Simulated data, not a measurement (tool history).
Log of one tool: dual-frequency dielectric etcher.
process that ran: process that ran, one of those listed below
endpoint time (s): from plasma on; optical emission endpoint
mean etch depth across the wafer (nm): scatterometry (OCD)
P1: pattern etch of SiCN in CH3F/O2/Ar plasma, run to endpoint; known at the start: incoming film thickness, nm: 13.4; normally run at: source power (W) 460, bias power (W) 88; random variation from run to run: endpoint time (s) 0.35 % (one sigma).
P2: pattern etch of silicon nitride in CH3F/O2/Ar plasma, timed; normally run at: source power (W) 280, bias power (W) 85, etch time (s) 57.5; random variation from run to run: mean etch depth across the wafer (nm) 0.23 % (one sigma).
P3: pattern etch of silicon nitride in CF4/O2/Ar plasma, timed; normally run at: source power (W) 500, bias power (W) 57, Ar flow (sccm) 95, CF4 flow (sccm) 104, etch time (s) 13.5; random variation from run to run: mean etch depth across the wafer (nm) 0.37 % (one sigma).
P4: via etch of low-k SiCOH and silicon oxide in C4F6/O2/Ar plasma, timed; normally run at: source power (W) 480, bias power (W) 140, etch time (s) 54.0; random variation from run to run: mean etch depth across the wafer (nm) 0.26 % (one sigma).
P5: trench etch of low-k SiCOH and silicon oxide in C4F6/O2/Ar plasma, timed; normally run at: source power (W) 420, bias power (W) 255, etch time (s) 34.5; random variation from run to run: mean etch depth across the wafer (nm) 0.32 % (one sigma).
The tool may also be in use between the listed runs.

run,day,process that ran,source power (W),bias power (W),etch time (s),Ar flow (sccm),CF4 flow (sccm),endpoint time (s),mean etch depth across the wafer (nm)
1,0.217,P1,460,88,,,,31.773,
2,0.508,P5,420,255,34.5,,,,124.940
3,0.804,P4,480,140,54.0,,,,128.750
4,1.138,P2,280,85,38.0,,,,24.642
5,1.596,P3,500,57,13.5,95,104,,26.191
6,2.075,P1,460,88,,,,31.876,
7,2.321,P1,460,88,,,,31.686,
8,2.696,P1,460,67,,,,35.068,
9,3.100,P1,460,116,,,,28.691,
10,3.367,P2,210,85,57.5,,,,33.626
11,3.850,P4,480,140,42.0,,,,100.000
12,4.158,P3,500,57,13.5,95,72,,24.985
13,4.512,P3,500,57,13.5,95,104,,26.266
14,4.892,P5,420,197,34.5,,,,114.830
15,5.304,P1,350,88,,,,35.278,
16,5.667,P2,280,111,57.5,,,,41.284
17,5.908,P3,500,70,13.5,95,104,,28.260
18,6.312,P1,460,88,,,,31.741,
19,6.558,P5,420,255,19.0,,,,68.589
# day 6.612: source power generator calibrated
20,6.925,P4,480,140,54.0,,,,128.780
21,7.212,P5,250,255,34.5,,,,102.610
22,7.458,P1,630,62,,,,31.996,
23,7.950,P1,460,88,,,,31.709,
24,8.296,P3,500,57,10.5,95,104,,20.410
25,8.621,P3,500,57,13.5,113,104,,25.641
26,8.925,P4,640,140,54.0,,,,144.350
27,9.238,P2,280,85,57.5,,,,37.443
28,9.671,P1,560,88,,,,29.629,
29,10.029,P3,620,57,13.5,95,104,,31.724
30,10.267,P2,280,85,57.5,,,,37.419
31,10.696,P4,480,109,54.0,,,,120.200
32,11.150,P1,460,88,,,,31.854,
33,11.508,P1,460,88,,,,31.952,
34,11.767,P1,460,88,,,,32.416,
35,12.017,P1,460,88,,,,31.985,
36,12.425,P1,460,88,,,,32.509,
# day 12.592: wet clean of the chamber
37,12.825,P1,460,88,,,,32.246,
38,13.142,P1,460,88,,,,32.250,

What P1 gives has crept away from where it was. These 2 causes fit the log equally well, each at the size given:
A: source power that arrives under what is set, % = 4.57
B: bias power that arrives under what is set, % = 4.69
The creep began at about day 11.150.
Why every other cause is out:
chamber walls in a state that lowers the etch rate, %: serviced at day 12.592, which brought nothing back

4 check runs are offered, each on 2 wafers whose results are averaged, their results left as question marks. Which one tells the causes apart?
check 1,13.458,P5,420,255,34.5,,,,?
check 2,13.458,P4,480,140,54.0,,,,?
check 3,13.458,P2,280,85,57.5,,,,?
check 4,13.458,P3,500,57,13.5,95,104,,?

What each check would give under each cause:
check,result,if A,if B
check 1,mean etch depth across the wafer (nm),122.710,122.920
check 2,mean etch depth across the wafer (nm),126.340,126.910
check 3,mean etch depth across the wafer (nm),36.793,36.794
check 4,mean etch depth across the wafer (nm),25.137,25.710
How far apart the two closest causes lie, in the result that separates them most: check 1 0.17 %; check 2 0.46 %; check 3 0 %; check 4 2.25 %
Check 4 tells the causes apart: in the others they would give nearly the same result.

Check 4 was then run and gave: mean etch depth across the wafer (nm) 25.175. Which cause is it?

It is A: source power that arrives under what is set, %.

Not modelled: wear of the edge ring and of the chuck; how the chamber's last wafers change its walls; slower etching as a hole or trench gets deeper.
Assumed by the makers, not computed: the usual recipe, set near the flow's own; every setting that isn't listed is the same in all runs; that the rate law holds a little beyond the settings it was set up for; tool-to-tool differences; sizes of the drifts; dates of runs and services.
